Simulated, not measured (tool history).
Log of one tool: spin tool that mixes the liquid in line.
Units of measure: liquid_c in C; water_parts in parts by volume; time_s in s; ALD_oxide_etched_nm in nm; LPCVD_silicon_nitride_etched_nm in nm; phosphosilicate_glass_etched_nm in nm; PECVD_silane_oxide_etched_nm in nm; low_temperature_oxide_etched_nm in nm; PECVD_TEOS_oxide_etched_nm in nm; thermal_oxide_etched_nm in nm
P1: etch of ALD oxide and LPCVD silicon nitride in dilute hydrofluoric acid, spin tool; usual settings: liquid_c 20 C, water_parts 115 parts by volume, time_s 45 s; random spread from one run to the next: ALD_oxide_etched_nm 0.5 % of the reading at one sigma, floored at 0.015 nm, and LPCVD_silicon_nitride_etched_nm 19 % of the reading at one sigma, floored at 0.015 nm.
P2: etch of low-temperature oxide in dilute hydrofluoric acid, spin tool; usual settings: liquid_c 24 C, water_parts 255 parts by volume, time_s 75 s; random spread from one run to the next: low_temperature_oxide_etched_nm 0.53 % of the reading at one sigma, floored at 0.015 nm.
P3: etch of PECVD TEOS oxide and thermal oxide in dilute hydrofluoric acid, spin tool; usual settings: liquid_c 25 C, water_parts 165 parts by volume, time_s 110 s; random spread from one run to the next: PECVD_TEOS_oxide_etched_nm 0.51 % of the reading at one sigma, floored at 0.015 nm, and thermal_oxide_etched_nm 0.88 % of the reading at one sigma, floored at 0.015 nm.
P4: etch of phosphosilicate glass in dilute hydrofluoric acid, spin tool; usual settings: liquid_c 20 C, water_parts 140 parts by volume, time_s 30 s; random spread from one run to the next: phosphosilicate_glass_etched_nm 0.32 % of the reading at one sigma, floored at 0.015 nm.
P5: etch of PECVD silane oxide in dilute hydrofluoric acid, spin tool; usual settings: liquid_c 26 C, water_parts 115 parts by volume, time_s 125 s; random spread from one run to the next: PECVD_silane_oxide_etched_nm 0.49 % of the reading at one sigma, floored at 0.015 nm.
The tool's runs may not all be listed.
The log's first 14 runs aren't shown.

run	day	process	liquid_c	water_parts	time_s	ALD_oxide_etched_nm	LPCVD_silicon_nitride_etched_nm	phosphosilicate_glass_etched_nm	PECVD_silane_oxide_etched_nm	low_temperature_oxide_etched_nm	PECVD_TEOS_oxide_etched_nm	thermal_oxide_etched_nm
15	8.667	P1	27	115	45	6.0326	0.113550					
16	9.083	P2	24	255	75					3.9702		
17	9.829	P1	20	115	45	4.5708	0.136860					
18	10.275	P5	26	185	125				10.230			
19	10.738	P1	20	45	45	12.5420	0.226500					
20	11.096	P1	20	115	75	7.5622	0.229430					
21	11.767	P5	26	115	125				17.720			
22	12.421	P2	17	255	75					3.0388		
23	12.896	P1	20	65	75	14.1290	0.317370					
24	13.479	P1	20	115	20	2.0228	0.102690					
25	14.012	P4	20	140	30			24.221				
26	14.771	P5	19	115	125				13.321			
27	15.454	P5	26	115	245				34.847			
28	15.871	P1	17	115	45	4.0404	0.107430					
29	16.462	P1	20	175	45	2.7869	0.064800					
30	16.925	P3	25	165	30						2.7254	0.8280
31	17.383	P3	25	45	110						42.0590	13.1360
32	18.133	P3	19	165	110						7.7659	2.4246
33	18.667	P1	20	115	45	4.4956	0.080378					
34	19.312	P1	20	115	45	4.3082	0.128400					
35	19.900	P1	20	115	45	4.1842	0.181260					
36	20.254	P1	20	115	45	4.1788	0.189970					
37	20.704	P1	20	115	45	4.1539	0.119880					
38	21.192	P1	20	115	45	4.1002	0.094065					

What does the tool deliver on the next run?
39	21.529	P1	20	115	45	?	?					

Logged for run 39: ALD_oxide_etched_nm 4.0977 nm, LPCVD_silicon_nitride_etched_nm 0.088927 nm.
